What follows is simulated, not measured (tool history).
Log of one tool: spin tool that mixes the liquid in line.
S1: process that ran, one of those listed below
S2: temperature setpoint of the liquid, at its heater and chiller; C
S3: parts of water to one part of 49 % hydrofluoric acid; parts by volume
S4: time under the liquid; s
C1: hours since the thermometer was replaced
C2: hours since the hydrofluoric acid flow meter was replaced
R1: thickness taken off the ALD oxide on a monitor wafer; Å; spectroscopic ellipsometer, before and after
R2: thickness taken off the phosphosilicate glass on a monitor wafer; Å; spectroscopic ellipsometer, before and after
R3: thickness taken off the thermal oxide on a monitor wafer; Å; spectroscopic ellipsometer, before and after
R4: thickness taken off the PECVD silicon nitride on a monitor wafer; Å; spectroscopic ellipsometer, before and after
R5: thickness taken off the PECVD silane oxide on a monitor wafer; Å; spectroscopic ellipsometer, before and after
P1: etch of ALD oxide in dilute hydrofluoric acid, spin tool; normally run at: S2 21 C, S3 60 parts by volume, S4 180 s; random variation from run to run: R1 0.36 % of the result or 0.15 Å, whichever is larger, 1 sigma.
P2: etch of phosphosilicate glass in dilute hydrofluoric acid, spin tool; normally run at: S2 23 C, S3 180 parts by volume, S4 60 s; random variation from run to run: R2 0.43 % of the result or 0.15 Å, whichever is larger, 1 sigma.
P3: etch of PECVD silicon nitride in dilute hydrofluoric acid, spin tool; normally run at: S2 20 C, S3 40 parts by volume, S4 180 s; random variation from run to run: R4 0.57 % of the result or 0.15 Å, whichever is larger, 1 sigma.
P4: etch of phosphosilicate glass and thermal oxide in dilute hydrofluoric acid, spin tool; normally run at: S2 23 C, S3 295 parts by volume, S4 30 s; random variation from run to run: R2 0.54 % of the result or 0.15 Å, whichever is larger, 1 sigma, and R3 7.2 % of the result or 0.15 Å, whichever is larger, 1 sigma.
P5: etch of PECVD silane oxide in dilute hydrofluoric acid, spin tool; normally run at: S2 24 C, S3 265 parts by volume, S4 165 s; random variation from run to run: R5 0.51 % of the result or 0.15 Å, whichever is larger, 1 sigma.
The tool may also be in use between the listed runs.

run   hour  S1    S2   S3   S4      C1     C2      R1      R2      R3      R4      R5
  1   14.9  P1    21   60  180   680.1  795.1  349.89
  2   25.9  P4    23  295   30   691.1  806.1          156.34  3.7161
  3   43.3  P3  27.5   40  180   708.5  823.5                          315.22
  4   54.1  P1    21   60  180   719.3  834.3  350.81
  5   69.2  P4    23  295   30   734.4  849.4          157.01  3.8652
  6   83.6  P5    24  265  165   748.8  863.8                                  83.817
  7   99.9  P1    21   60   20   765.1  880.1  38.842
  8  115.3  P3    20   70  180   780.5  895.5                          109.13
  9  127.6  P1    28   80  180   792.8  907.8  336.86
 10  139.1  P2    23  180   15   804.3  919.3           88.93
     149.8  -- hydrofluoric acid flow meter replaced
 11  150.9  P2    23  180   60   816.1    1.1          357.13
 12  168.5  P1    21   60  180   833.7   18.7  349.13
 13  180.6  P4    23  295   15   845.8   30.8          78.957   1.779
 14  190.8  P2  30.5  180   60     856     41          471.84
 15  208.3  P1    21   60  180   873.5   58.5  347.68
 16  225.6  P2    23   35   60   890.8   75.8            2169
 17  233.6  P5  30.5  265  165   898.8   83.8                                  104.12
 18  250.7  P3    20   40  180   915.9  100.9                           188.1
 19  260.7  P1    17   60  180   925.9  110.9  293.85
 20  278.2  P1    21   35  180   943.4  128.4  615.75
 21  296.2  P5    24   50  165   961.4  146.4                                  569.22
 22  305.1  P1  28.5   60  180   970.3  155.3  474.58
 23  315.5  P3    20   40  340   980.7  165.7                          354.36
 24  323.8  P1    21   60  280     989    174  544.55
 25  334.2  P4    23   70   30   999.4  184.4          844.75  18.499
 26  348.1  P1    21   90  180  1013.3  198.3  225.28
 27  362.1  P3    20   40  180  1027.3  212.3                          189.06
 28  375.4  P4    17  295   30  1040.6  225.6          126.45  2.9651
 29  389.3  P5    24  265  285  1054.5  239.5                                  144.47
 30  404.6  P1    21   60  180  1069.8  254.8  349.51

The next listed run, before its measurement:
 31  417.2  P1  21  60  180  1082.4  267.4   ?

{"run 31": {"R1": 357.42}}
